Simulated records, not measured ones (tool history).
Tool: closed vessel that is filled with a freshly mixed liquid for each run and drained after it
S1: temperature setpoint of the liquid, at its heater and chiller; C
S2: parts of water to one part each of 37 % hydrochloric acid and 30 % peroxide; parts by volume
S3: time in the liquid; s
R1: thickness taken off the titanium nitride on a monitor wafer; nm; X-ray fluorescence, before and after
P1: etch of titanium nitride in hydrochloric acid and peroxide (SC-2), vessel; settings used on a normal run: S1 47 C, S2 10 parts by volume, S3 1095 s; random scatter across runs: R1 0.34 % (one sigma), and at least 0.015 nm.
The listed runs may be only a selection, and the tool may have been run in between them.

run 1 day=0.279 | S1=47 S2=10 S3=1095 | R1=12.164
run 2 day=0.646 | S1=47 S2=10 S3=1095 | R1=12.288
run 3 day=0.992 | S1=47 S2=10 S3=1095 | R1=12.15
run 4 day=1.271 | S1=47 S2=18 S3=1095 | R1=7.3027
run 5 day=1.658 | S1=47 S2=10 S3=1095 | R1=12.215
run 6 day=1.942 | S1=47 S2=4 S3=1095 | R1=24.391
run 7 day=2.317 | S1=56 S2=10 S3=1095 | R1=22.065
run 8 day=2.654 | S1=47 S2=10 S3=1990 | R1=22.209
-- day=2.788 thermometer replaced
run 9 day=2.925 | S1=36 S2=10 S3=1095 | R1=5.6255
run 10 day=3.2 | S1=47 S2=10 S3=1095 | R1=12.203
run 11 day=3.546 | S1=57 S2=10 S3=1545 | R1=33.469
run 12 day=3.838 | S1=47 S2=10 S3=1095 | R1=12.113
run 13 day=4.246 | S1=47 S2=10 S3=350 | R1=3.9003
run 14 day=4.65 | S1=47 S2=10 S3=1095 | R1=12.223
run 15 day=4.942 | S1=47 S2=10 S3=1095 | R1=12.588
run 16 day=5.379 | S1=47 S2=10 S3=1095 | R1=12.975
run 17 day=5.8 | S1=47 S2=10 S3=1095 | R1=13.077
run 18 day=6.133 | S1=47 S2=10 S3=1095 | R1=13.055
run 19 day=6.529 | S1=47 S2=10 S3=1095 | R1=13.103
run 20 day=6.767 | S1=47 S2=10 S3=1095 | R1=13.096

The output of P1 has drifted from where it used to be. Each of the 2 causes below, taken at the size shown beside it, accounts for the log equally well:
A: chemicals flow above the setpoint (%) = 9.93
B: liquid hotter than its thermometer reads (K) = 1.16
The creep began at about day 4.65.
Excluded causes, each with its reason:
peroxide weaker than its label (%): limited to 8, which would change R1 by -7.4 %, either short of the creep or opposite in sign

The 4 check runs listed below each average the results of 2 wafers, and their outcomes are marked with question marks. Under which run would the listed causes produce clearly different results?
run check 1 day=7.004 | S1=47 S2=17 S3=485 | R1=?
run check 2 day=7.004 | S1=37.5 S2=14.5 S3=1095 | R1=?
run check 3 day=7.004 | S1=38 S2=4 S3=1095 | R1=?
run check 4 day=7.004 | S1=47 S2=10 S3=1920 | R1=?

What every check run would give for each of its results, assuming each possible cause in turn:
check=check_1 result=R1 if_A=3.7044 if_B=3.683
check=check_2 result=R1 if_A=4.9446 if_B=4.9479
check=check_3 result=R1 if_A=13.808 if_B=14.102
check=check_4 result=R1 if_A=23.079 if_B=23.085
Per-check spread between the two closest causes, in the result where they differ most: check 1 0.58 %; check 2 0.07 %; check 3 2.11 %; check 4 0.03 %
Check 3 is the one run that separates the causes; every other check would come out nearly the same whichever cause is at work.

Check 3 has now been run. It gave: R1 14.08 nm. Which of the candidate causes is it?

The correct cause is B, namely: liquid hotter than its thermometer reads (K).

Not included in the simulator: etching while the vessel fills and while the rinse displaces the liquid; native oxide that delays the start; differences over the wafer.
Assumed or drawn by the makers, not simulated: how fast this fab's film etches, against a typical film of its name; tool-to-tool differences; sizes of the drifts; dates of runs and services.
